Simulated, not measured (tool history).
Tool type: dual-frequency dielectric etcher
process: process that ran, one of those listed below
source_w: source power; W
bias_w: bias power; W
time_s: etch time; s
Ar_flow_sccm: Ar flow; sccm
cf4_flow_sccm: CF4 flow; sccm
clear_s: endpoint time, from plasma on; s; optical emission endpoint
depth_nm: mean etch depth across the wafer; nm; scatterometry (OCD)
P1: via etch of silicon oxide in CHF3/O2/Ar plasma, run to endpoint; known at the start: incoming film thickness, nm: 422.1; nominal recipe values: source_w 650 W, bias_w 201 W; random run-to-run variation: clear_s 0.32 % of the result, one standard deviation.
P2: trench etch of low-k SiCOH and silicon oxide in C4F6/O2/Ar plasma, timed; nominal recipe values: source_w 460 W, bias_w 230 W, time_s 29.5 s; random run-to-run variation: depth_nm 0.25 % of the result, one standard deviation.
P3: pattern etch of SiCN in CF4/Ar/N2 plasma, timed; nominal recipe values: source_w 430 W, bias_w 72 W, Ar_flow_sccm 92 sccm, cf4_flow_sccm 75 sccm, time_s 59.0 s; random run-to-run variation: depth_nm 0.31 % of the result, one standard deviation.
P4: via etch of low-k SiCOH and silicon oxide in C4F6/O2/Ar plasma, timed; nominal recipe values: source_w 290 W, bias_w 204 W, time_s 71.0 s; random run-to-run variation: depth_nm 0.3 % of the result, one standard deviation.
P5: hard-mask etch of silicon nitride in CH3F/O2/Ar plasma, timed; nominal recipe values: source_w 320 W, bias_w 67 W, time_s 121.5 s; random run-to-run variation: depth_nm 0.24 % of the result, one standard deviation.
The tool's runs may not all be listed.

run   hour  process  source_w  bias_w  time_s  Ar_flow_sccm  cf4_flow_sccm  hours since the last wet clean  hours since the last source power generator calibration  hours since the last bias power generator calibration  clear_s  depth_nm
  1    2.7       P1       650     201                                                                316.7                                                    965.2                                                 2261.4   204.04
  2    6.3       P4       360     204    71.0                                                        320.3                                                    968.8                                                 2265.0            186.320
  3   10.4       P1       650     201                                                                324.4                                                    972.9                                                 2269.1   204.33
  4   14.8       P3       430      72    59.0            92             75                           328.8                                                    977.3                                                 2273.5             49.357
  5   17.7       P3       430      72    59.0            75             75                           331.7                                                    980.2                                                 2276.4             50.494
  6   20.3       P2       460     230    16.0                                                        334.3                                                    982.8                                                 2279.0             54.640
  7   24.5       P3       600      72    59.0            92             75                           338.5                                                    987.0                                                 2283.2             66.239
  8   27.6       P1       650     126                                                                341.6                                                    990.1                                                 2286.3   237.85
  9   31.2       P3       430      72    59.0            92             75                           345.2                                                    993.7                                                 2289.9             49.337
 10   34.9       P1       850     201                                                                348.9                                                    997.4                                                 2293.6   184.68
 11   39.8       P1       650     201                                                                353.8                                                   1002.3                                                 2298.5   204.48
 12   43.3       P5       320      40   121.5                                                        357.3                                                   1005.8                                                 2302.0             65.402
 13   47.6       P2       460     230    29.5                                                        361.6                                                   1010.1                                                 2306.3            100.770
 14   50.0       P5       320      67   121.5                                                        364.0                                                   1012.5                                                 2308.7             77.519
 15   52.3       P3       430      72    59.0            92             59                           366.3                                                   1014.8                                                 2311.0             47.634
 16   55.0       P1       650     201                                                                369.0                                                   1017.5                                                 2313.7   203.85
 17   59.6       P4       290     204    39.0                                                        373.6                                                   1022.1                                                 2318.3             94.206
 18   62.7       P3       430      51    59.0            92             75                           376.7                                                   1025.2                                                 2321.4             44.007
 19   65.6       P5       190      67   121.5                                                        379.6                                                   1028.1                                                 2324.3             63.434
 20   69.5       P1       420     244                                                                383.5                                                   1032.0                                                 2328.2   225.43
 21   73.1       P1       650     201                                                                387.1                                                   1035.6                                                 2331.8   204.35
 22   77.2       P4       290     204    71.0                                                        391.2                                                   1039.7                                                 2335.9            171.540
 23   81.1       P1       650     201                                                                395.1                                                   1043.6                                                 2339.8   204.19
 24   85.5       P2       460     230    29.5                                                        399.5                                                   1048.0                                                 2344.2            100.530
 25   87.9       P1       650     201                                                                401.9                                                   1050.4                                                 2346.6   204.98
 26   92.0       P5       320      67    75.0                                                        406.0                                                   1054.5                                                 2350.7             47.574
 27   96.3       P1       480     201                                                                410.3                                                   1058.8                                                 2355.0   230.67
 28   99.0       P3       430      72    32.5            92             75                           413.0                                                   1061.5                                                 2357.7             27.242
 29  101.6       P2       270     230    29.5                                                        415.6                                                   1064.1                                                 2360.3             81.995
 30  104.5       P2       460     155    29.5                                                        418.5                                                   1067.0                                                 2363.2             88.608
 31  108.5       P4       290     134    71.0                                                        422.5                                                   1071.0                                                 2367.2            150.220
 32  112.2       P1       650     246                                                                426.2                                                   1074.7                                                 2370.9   191.34
 33  115.4       P5       320      67   121.5                                                        429.4                                                   1077.9                                                 2374.1             77.551
 34  118.1       P1       650     201                                                                432.1                                                   1080.6                                                 2376.8   204.89
 35  121.8       P1       650     201                                                                435.8                                                   1084.3                                                 2380.5   205.33
 36  124.3       P1       650     201                                                                438.3                                                   1086.8                                                 2383.0   206.26
 37  129.1       P1       650     201                                                                443.1                                                   1091.6                                                 2387.8   206.38
 38  131.4       P1       650     201                                                                445.4                                                   1093.9                                                 2390.1   207.76
 39  134.3       P1       650     201                                                                448.3                                                   1096.8                                                 2393.0   208.90
 40  136.5       P1       650     201                                                                450.5                                                   1099.0                                                 2395.2   208.09
 41  140.2       P1       650     201                                                                454.2                                                   1102.7                                                 2398.9   209.27
     143.3  -- wet clean of the chamber
 42  144.2       P1       650     201                                                                  0.9                                                   1106.7                                                 2402.9   208.65
 43  147.3       P1       650     201                                                                  4.0                                                   1109.8                                                 2406.0   208.27
 44  151.7       P1       650     201                                                                  8.4                                                   1114.2                                                 2410.4   207.45
 45  155.8       P1       650     201                                                                 12.5                                                   1118.3                                                 2414.5   206.54

Something has made what P1 gives creep away from where it was; the 2 causes below, each at its own stated size, fit the log equally well:
A: source power that arrives under what is set, % = 4.39
B: bias power that arrives under what is set, % = 4.9
The drift started at roughly hour 118.1.
Ruled out, with reasons:
chamber walls in a state that lowers the etch rate, %: serviced at hour 143.3, after the drift had started, without restoring the earlier output

Each of the 4 check runs below uses one wafer; its results are left as question marks. Which run tells the causes apart?
check 1  159.9       P4       290     171    39.0                                                                                                                                                                                               ?
check 2  159.9       P5       190      67    98.0                                                                                                                                                                                               ?
check 3  159.9       P3       430      58    43.0            92             75                                                                                                                                                                  ?
check 4  159.9       P2       370     230    23.5                                                                                                                                                                                               ?

Check results expected under each cause:
  check    result    if A    if B
check 1  depth_nm  87.563  87.688
check 2  depth_nm  50.278  50.225
check 3  depth_nm  32.095  32.861
check 4  depth_nm  72.502  72.538
Per-check spread between the two closest causes, in the result where they differ most: check 1 0.14 %; check 2 0.1 %; check 3 2.36 %; check 4 0.05 %
The causes can be told apart only by check 3. The other checks would give nearly the same results under each of them.

With check 3 done, the readings were: depth_nm 32.025 nm. Identify which of the listed causes applies.

The cause is A: source power that arrives under what is set, %.
